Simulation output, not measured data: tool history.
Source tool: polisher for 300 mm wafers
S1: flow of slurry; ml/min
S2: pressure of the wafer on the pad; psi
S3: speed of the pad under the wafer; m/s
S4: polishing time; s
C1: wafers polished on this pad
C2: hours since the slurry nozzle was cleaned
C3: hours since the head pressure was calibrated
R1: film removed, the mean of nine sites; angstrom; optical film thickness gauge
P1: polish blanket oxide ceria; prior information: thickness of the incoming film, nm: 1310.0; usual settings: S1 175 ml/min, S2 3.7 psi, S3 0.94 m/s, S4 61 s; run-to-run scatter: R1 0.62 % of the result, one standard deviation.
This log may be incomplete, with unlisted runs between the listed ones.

run	hour	S1	S2	S3	S4	C1	C2	C3	R1
1	7.9	175	3.7	0.94	61	516	692.5	104.1	2671.2
2	17.2	175	3.7	0.94	27	600	701.8	113.4	1183.3
3	22.5	130	3.7	0.94	83	649	707.1	118.7	3496.7
4	30.3	230	3.7	0.94	61	720	714.9	126.5	2801.6
5	35.5	175	3.7	0.94	61	767	720.1	131.7	2662.9
6	40.7	175	3.7	0.94	61	814	725.3	136.9	2674.2
7	49.9	175	3.7	0.46	61	898	734.5	146.1	1329.8
8	55.1	175	3.7	0.94	61	945	739.7	151.3	2655.4
9	60.2	175	5.6	0.94	61	992	744.8	156.4	4073.0
10	67.7	175	3.7	0.94	89	1060	752.3	163.9	3907.4
11	75.4	175	3.7	1.38	61	1130	760.0	171.6	3951.9
12	80.3	175	1.7	0.94	61	1175	764.9	176.5	1238.4
13	90.3	105	3.7	0.94	61	1266	774.9	186.5	2441.3
14	98.3	175	3.7	0.94	61	1339	782.9	194.5	2676.2
15	107.4	175	3.7	0.94	61	1421	792.0	203.6	2635.7
16	118.2	175	3.7	0.94	61	1520	802.8	214.4	2568.8
17	124.1	175	3.7	0.94	61	1573	808.7	220.3	2557.7
# hour 126.3: head pressure recalibrated
18	130.4	175	3.7	0.94	61	1631	815.0	4.1	2563.4
19	136.0	175	3.7	0.94	61	1682	820.6	9.7	2545.6
20	144.2	175	3.7	0.94	61	1756	828.8	17.9	2523.9
21	149.4	175	3.7	0.94	61	1804	834.0	23.1	2518.3
22	155.6	175	3.7	0.94	61	1860	840.2	29.3	2547.7
23	162.4	175	3.7	0.94	61	1922	847.0	36.1	2527.1

Something has made what P1 gives creep away from where it was; the 2 causes below, each at its own stated size, fit the log equally well:
A: removal rate lost through wear of the pad, % = 5.69
B: slurry flow missing at the pad, % = 28.5
The gradual shift began around hour 98.3.
The rest of the possible causes, and what rules out each one:
head's pressure below its setpoint, %: was serviced at hour 126.3, once the creep was under way, yet the earlier output never came back

Which of the check runs below tells the causes apart, meaning the causes would give it clearly different results? Each run uses 2 wafers whose results are averaged, and each result is shown as a question mark.
check 1	169.2	175	3.7	0.64	61				?
check 2	169.2	175	1.7	0.48	61				?
check 3	169.2	175	5.6	0.74	61				?
check 4	169.2	105	3.7	0.94	85				?

Predicted outcomes, by check and by cause:
check	result	if A	if B
check 1	R1	1722.60	1722.80
check 2	R1	593.60	593.66
check 3	R1	3014.60	3014.90
check 4	R1	3199.80	3093.50
Separation of the two closest causes in each check, using whichever result separates them best: check 1 0.01 %; check 2 0.01 %; check 3 0.01 %; check 4 3.38 %
Check 4 tells the causes apart: in the others they would give nearly the same result.

Then check 4 was run and gave: R1 3207.60 angstrom. Which cause is it?

Of the candidate causes, it is A: removal rate lost through wear of the pad, %.
